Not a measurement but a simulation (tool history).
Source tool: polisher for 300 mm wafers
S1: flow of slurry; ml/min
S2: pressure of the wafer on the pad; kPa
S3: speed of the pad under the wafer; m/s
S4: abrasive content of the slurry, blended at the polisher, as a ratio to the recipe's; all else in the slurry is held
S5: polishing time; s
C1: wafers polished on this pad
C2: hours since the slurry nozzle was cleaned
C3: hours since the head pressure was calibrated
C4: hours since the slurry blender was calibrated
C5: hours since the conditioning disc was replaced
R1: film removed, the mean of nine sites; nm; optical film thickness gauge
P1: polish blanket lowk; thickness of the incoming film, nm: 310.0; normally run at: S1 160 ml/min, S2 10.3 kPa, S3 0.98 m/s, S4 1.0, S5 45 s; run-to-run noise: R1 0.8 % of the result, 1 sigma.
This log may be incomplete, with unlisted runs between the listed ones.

run,hour,S1,S2,S3,S4,S5,C1,C2,C3,C4,C5,R1
1,10.3,160,10.3,0.98,1.0,45,372,100.1,1015.1,76.0,243.2,11.5950
2,23.2,160,4.8,0.98,1.0,45,555,113.0,1028.0,88.9,256.1,5.4261
3,30.9,160,10.3,0.98,0.5,45,665,120.7,1035.7,96.6,263.8,7.9078
4,43.1,160,10.3,0.98,1.5,45,838,132.9,1047.9,108.8,276.0,13.4790
5,49.1,160,10.3,0.98,1.0,45,923,138.9,1053.9,114.8,282.0,11.5380
6,60.5,160,10.3,0.98,1.0,45,1086,150.3,1065.3,126.2,293.4,11.3770
7,69.0,160,10.3,0.98,1.0,45,1206,158.8,1073.8,134.7,301.9,11.5820
8,74.9,160,10.3,0.98,1.0,69,1290,164.7,1079.7,140.6,307.8,17.5120
9,87.1,250,10.3,0.98,1.0,45,1464,176.9,1091.9,152.8,320.0,12.1980
10,100.3,160,10.3,0.98,1.0,45,1651,190.1,1105.1,166.0,333.2,11.4460
11,107.5,160,15.9,0.98,1.0,45,1753,197.3,1112.3,173.2,340.4,17.7460
12,116.2,205,10.3,0.98,0.7,45,1877,206.0,1121.0,181.9,349.1,9.9450
13,129.4,95,10.3,0.98,1.0,45,2065,219.2,1134.2,195.1,362.3,10.2070
14,141.4,160,10.3,1.52,1.0,45,2235,231.2,1146.2,207.1,374.3,16.2820
15,148.3,160,10.3,0.98,1.0,45,2333,238.1,1153.1,214.0,381.2,11.4990
16,154.5,160,10.3,0.98,0.7,63,2421,244.3,1159.3,220.2,387.4,13.3610
17,162.4,160,10.3,0.58,1.0,29,2534,252.2,1167.2,228.1,395.3,4.8421
18,174.8,160,10.3,0.44,1.0,45,2710,264.6,1179.6,240.5,407.7,5.9839
19,187.0,160,10.3,0.98,1.0,28,2883,276.8,1191.8,252.7,419.9,7.0425
20,198.0,160,10.3,0.98,1.0,45,3040,287.8,1202.8,263.7,430.9,11.5670
21,204.5,160,10.3,0.98,1.0,45,3132,294.3,1209.3,270.2,437.4,11.0980
22,211.5,160,10.3,0.98,1.0,45,3231,301.3,1216.3,277.2,444.4,10.7210
23,220.8,160,10.3,0.98,1.0,45,3364,310.6,1225.6,286.5,453.7,10.7160
# hour 224.3: conditioning disc replaced and pad reconditioned
# hour 227.3: worn pad replaced by a new one
# hour 227.6: slurry nozzle cleaned
24,232.5,160,10.3,0.98,1.0,45,74,5.0,1237.3,298.2,8.3,10.4520
25,242.2,160,10.3,0.98,1.0,45,212,14.7,1247.0,307.9,18.0,10.4850
26,248.2,160,10.3,0.98,1.0,45,297,20.7,1253.0,313.9,24.0,10.4840
27,254.3,160,10.3,0.98,1.0,45,384,26.8,1259.1,320.0,30.1,10.4940

P1 has crept away from where it was. The log is fitted equally well by each of these 2 causes, at the sizes shown:
A: head's pressure below its setpoint, % = 9.3
B: abrasive missing from the slurry, % = 18.4
At approximately hour 198.0, the process output began to creep.
Every other cause this tool's parts could produce, and why it does not fit the log:
removal rate lost through wear of the pad, %: work on it at hour 227.3, done after the drift set in, did not restore what the process gave before
slurry flow missing at the pad, %: work on it at hour 227.6, done after the drift set in, did not restore what the process gave before
time polished since the conditioner stopped cutting, s: work on it at hour 224.3, done after the drift set in, did not restore what the process gave before

The 4 check runs listed below each average the results of 5 wafers, and their outcomes are marked with question marks. Under which run would the listed causes produce clearly different results?
check 1,260.4,245,10.3,0.66,1.00,45,,,,,,?
check 2,260.4,160,10.3,0.44,1.00,45,,,,,,?
check 3,260.4,160,5.5,0.98,1.00,29,,,,,,?
check 4,260.4,160,10.3,0.98,0.55,45,,,,,,?

Outcome of each check run for each possible cause:
check,result,if A,if B
check 1,R1,8.0555,8.0558
check 2,R1,5.4966,5.4968
check 3,R1,3.5851,3.5852
check 4,R1,7.6031,7.3802
Per check, the gap between the least separated pair of causes, taken in the result that splits them most: check 1 0 %; check 2 0 %; check 3 0 %; check 4 2.98 %
Only check 4 tells the causes apart: in the others they would give nearly the same result.

After running check 4, the following was obtained: R1 7.4057 nm. Which cause does this point to?

The correct cause is B, namely: abrasive missing from the slurry, %.
